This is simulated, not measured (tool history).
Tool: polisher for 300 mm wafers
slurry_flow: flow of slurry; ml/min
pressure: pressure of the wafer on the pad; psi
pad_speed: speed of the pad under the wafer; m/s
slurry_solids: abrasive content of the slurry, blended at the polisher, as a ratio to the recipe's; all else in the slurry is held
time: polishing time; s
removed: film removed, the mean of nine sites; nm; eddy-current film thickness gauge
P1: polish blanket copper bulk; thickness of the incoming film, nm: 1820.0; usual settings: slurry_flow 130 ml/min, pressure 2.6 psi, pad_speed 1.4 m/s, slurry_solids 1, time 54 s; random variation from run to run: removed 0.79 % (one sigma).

run,hour,slurry_flow,pressure,pad_speed,slurry_solids,time,removed
1,11.7,130,2.6,1.4,1,54,652.95
2,23.9,130,2.6,1.4,1,54,657
3,36.4,130,2.6,1.4,0.65,54,593.42
4,44.4,130,2.6,1.4,1.25,54,695.86
5,53.2,130,1.2,1.4,1,54,297.91
6,64.1,190,2.6,1.4,1.2,54,720.49
7,74,130,2.6,1.4,1,85,1034.3
8,86.2,130,2.6,1.4,1,54,645.54
9,96.6,130,2.6,0.64,1,54,296.21
# hour 97.5: head pressure recalibrated
10,105.6,130,2.6,2.12,1,54,985.03
11,112.2,130,3.6,1.4,1,54,897.85
12,125,130,3.3,1.76,1,54,1046.7
13,135.5,130,2.6,1.4,1,54,656.71
14,145.2,130,2.6,1.4,1,54,651.08
15,154.2,80,2.6,1.4,1,54,578.92
16,163.5,200,1.3,1.4,1,54,350.4
17,173.4,130,2.6,1.4,1,54,647.29
18,184.6,200,2.6,1.4,1,54,689.52
19,196.9,130,2.6,1.4,1,24,286.3
20,207.8,130,2.6,1.4,1,54,639.56
21,216.7,130,2.6,1.4,1,54,613.29
22,226.7,130,2.6,1.4,1,54,604.93
23,235.1,130,2.6,1.4,1,54,598.31
# hour 238.1: worn pad replaced by a new one
# hour 238.2: slurry blender recalibrated
24,241.7,130,2.6,1.4,1,54,581.67
25,249.9,130,2.6,1.4,1,54,583.67
26,258.8,130,2.6,1.4,1,54,578.35
27,267.7,130,2.6,1.4,1,54,590.32

What P1 gives has crept away from where it was. These 2 causes fit the log equally well, each at the size given:
A: head's pressure below its setpoint, % = 10.4
B: slurry flow missing at the pad, % = 36.1
The creep began at about hour 207.8.
Why every other cause is out:
removal rate lost through wear of the pad, %: serviced at hour 238.1, which brought nothing back
abrasive missing from the slurry, %: serviced at hour 238.2, which brought nothing back

4 check runs are offered, each on 3 wafers whose results are averaged, their results left as question marks. Which one tells the causes apart?
check 1,276.6,130,1.2,0.7,1,54,?
check 2,276.6,130,1.7,1.4,1,54,?
check 3,276.6,195,2.6,2.12,1,54,?
check 4,276.6,130,2.6,2.04,1,27,?

What each check would give under each cause:
check,result,if A,if B
check 1,removed,134.13,134.17
check 2,removed,380.05,380.16
check 3,removed,941.43,973.93
check 4,removed,423.48,423.61
How far apart the two closest causes lie, in the result that separates them most: check 1 0.03 %; check 2 0.03 %; check 3 3.39 %; check 4 0.03 %
Check 3 tells the causes apart: in the others they would give nearly the same result.

Then check 3 was run and gave: removed 936.87 nm. Which cause is it?

It is A: head's pressure below its setpoint, %.
